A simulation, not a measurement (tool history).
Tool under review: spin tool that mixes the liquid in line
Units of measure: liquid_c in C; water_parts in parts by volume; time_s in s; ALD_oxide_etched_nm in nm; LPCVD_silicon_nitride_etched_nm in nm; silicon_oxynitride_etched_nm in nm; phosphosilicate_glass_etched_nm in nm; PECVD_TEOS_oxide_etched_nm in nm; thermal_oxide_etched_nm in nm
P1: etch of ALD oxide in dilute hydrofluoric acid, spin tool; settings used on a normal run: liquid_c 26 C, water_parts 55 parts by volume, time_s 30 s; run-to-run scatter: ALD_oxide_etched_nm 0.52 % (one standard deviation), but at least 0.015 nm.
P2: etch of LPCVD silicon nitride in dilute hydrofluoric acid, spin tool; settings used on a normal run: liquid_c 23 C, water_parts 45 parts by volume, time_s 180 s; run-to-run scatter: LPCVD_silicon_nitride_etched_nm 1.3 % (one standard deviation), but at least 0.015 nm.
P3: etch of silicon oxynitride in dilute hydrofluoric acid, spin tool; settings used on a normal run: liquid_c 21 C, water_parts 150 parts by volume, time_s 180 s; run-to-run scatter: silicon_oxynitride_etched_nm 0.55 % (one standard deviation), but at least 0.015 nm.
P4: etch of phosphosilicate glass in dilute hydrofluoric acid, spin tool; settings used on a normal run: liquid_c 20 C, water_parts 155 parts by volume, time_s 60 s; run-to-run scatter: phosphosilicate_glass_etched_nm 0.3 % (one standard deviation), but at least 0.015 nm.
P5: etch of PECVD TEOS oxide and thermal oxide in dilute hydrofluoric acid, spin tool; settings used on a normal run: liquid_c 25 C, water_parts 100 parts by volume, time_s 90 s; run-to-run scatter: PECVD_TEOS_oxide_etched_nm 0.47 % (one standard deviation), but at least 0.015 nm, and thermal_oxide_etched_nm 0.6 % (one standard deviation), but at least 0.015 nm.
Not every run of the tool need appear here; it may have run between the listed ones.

run,hour,process,liquid_c,water_parts,time_s,hours since the thermometer was replaced,hours since the hydrofluoric acid flow meter was replaced,ALD_oxide_etched_nm,LPCVD_silicon_nitride_etched_nm,silicon_oxynitride_etched_nm,phosphosilicate_glass_etched_nm,PECVD_TEOS_oxide_etched_nm,thermal_oxide_etched_nm
1,14.3,P1,26,55,30,452,187.3,11.486,,,,,
2,24.2,P2,23,45,180,461.9,197.2,,1.6799,,,,
3,35.1,P1,26,55,30,472.8,208.1,11.416,,,,,
4,47.6,P1,26,55,30,485.3,220.6,11.291,,,,,
5,55.6,P2,23,45,325,493.3,228.6,,3.1133,,,,
6,62.6,P3,26,150,180,500.3,235.6,,,6.0538,,,
7,76.9,P2,31,45,180,514.6,249.9,,2.9754,,,,
8,89.2,P2,23,75,180,526.9,262.2,,1.0419,,,,
9,97,P4,20,155,60,534.7,270,,,,46.295,,
10,107.5,P3,21,150,180,545.2,280.5,,,4.8522,,,
11,116.2,P1,21,55,30,553.9,289.2,9.3341,,,,,
12,123.9,P1,32.5,55,30,561.6,296.9,14.679,,,,,
13,133.3,P5,20.5,100,90,571,306.3,,,,,7.2429,3.664
14,142.9,P3,21,150,180,580.6,315.9,,,4.8279,,,
15,155.8,P1,26,55,30,593.5,328.8,11.444,,,,,
16,162.9,P1,26,55,30,600.6,335.9,11.46,,,,,
17,172.1,P1,26,20,30,609.8,345.1,32.736,,,,,
18,183.3,P1,26,100,15,621,356.3,2.9131,,,,,
19,197.4,P3,21,275,180,635.1,370.4,,,2.4422,,,
20,206.3,P5,25,100,30,644,379.3,,,,,2.884,1.4325
21,213,P4,17,155,60,650.7,386,,,,41.042,,
22,221.9,P1,26,85,30,659.6,394.9,7.0336,,,,,
23,235.2,P1,26,55,50,672.9,408.2,18.917,,,,,
24,245.5,P2,23,45,180,683.2,418.5,,1.7328,,,,
# hour 254: hydrofluoric acid flow meter replaced
25,254.5,P5,25,100,90,692.2,0.6,,,,,8.6982,4.3273
26,265.7,P4,20,155,100,703.4,11.8,,,,77.848,,
27,273,P4,20,35,60,710.7,19.1,,,,235.05,,
28,282.2,P1,26,55,15,719.9,28.3,5.6394,,,,,
29,289.6,P4,20,155,60,727.3,35.7,,,,46.472,,
30,299.8,P1,26,55,30,737.5,45.9,11.339,,,,,
31,311.1,P3,21,150,80,748.8,57.2,,,2.1415,,,
32,322.3,P5,25,160,90,760,68.4,,,,,5.0336,2.5006
33,333.1,P1,26,55,30,770.8,79.2,11.304,,,,,
34,342.6,P1,26,55,30,780.3,88.7,10.998,,,,,
35,355.1,P1,26,55,30,792.8,101.2,10.68,,,,,
36,366,P1,26,55,30,803.7,112.1,10.641,,,,,
37,378.7,P1,26,55,30,816.4,124.8,10.588,,,,,
38,389.3,P1,26,55,30,827,135.4,10.486,,,,,
39,399.3,P1,26,55,30,837,145.4,10.639,,,,,
40,408.8,P1,26,55,30,846.5,154.9,10.552,,,,,

Something has made what P1 gives creep away from where it was; the 2 causes below, each at its own stated size, fit the log equally well:
A: liquid colder than its thermometer reads (K) = 1.82
B: hydrofluoric acid flow below the setpoint (%) = 6.61
The gradual shift began around hour 333.1.

Which of the check runs below tells the causes apart, meaning the causes would give it clearly different results? Each run uses 5 wafers whose results are averaged, and each result is shown as a question mark.
check 1,418.3,P4,20,70,95,,,,,,?,,
check 2,418.3,P5,25,100,45,,,,,,,?,?
check 3,418.3,P3,21,260,85,,,,,?,,,
check 4,418.3,P2,29.5,45,180,,,,?,,,,

What each check would give under each cause:
check,result,if A,if B
check 1,phosphosilicate_glass_etched_nm,165.25,165.71
check 2,PECVD_TEOS_oxide_etched_nm,4.0378,4.0168
check 2,thermal_oxide_etched_nm,2.0215,2.011
check 3,silicon_oxynitride_etched_nm,1.1274,1.1297
check 4,LPCVD_silicon_nitride_etched_nm,2.3368,2.46
How far apart the two closest causes lie, in the result that separates them most: check 1 0.27 %; check 2 0.52 %; check 3 0.2 %; check 4 5.14 %
The causes can be told apart only by check 4. The other checks would give nearly the same results under each of them.

Check 4 has now been run. It gave: LPCVD_silicon_nitride_etched_nm 2.3462 nm. Which of the candidate causes is it?

The correct cause is A, namely: liquid colder than its thermometer reads (K).

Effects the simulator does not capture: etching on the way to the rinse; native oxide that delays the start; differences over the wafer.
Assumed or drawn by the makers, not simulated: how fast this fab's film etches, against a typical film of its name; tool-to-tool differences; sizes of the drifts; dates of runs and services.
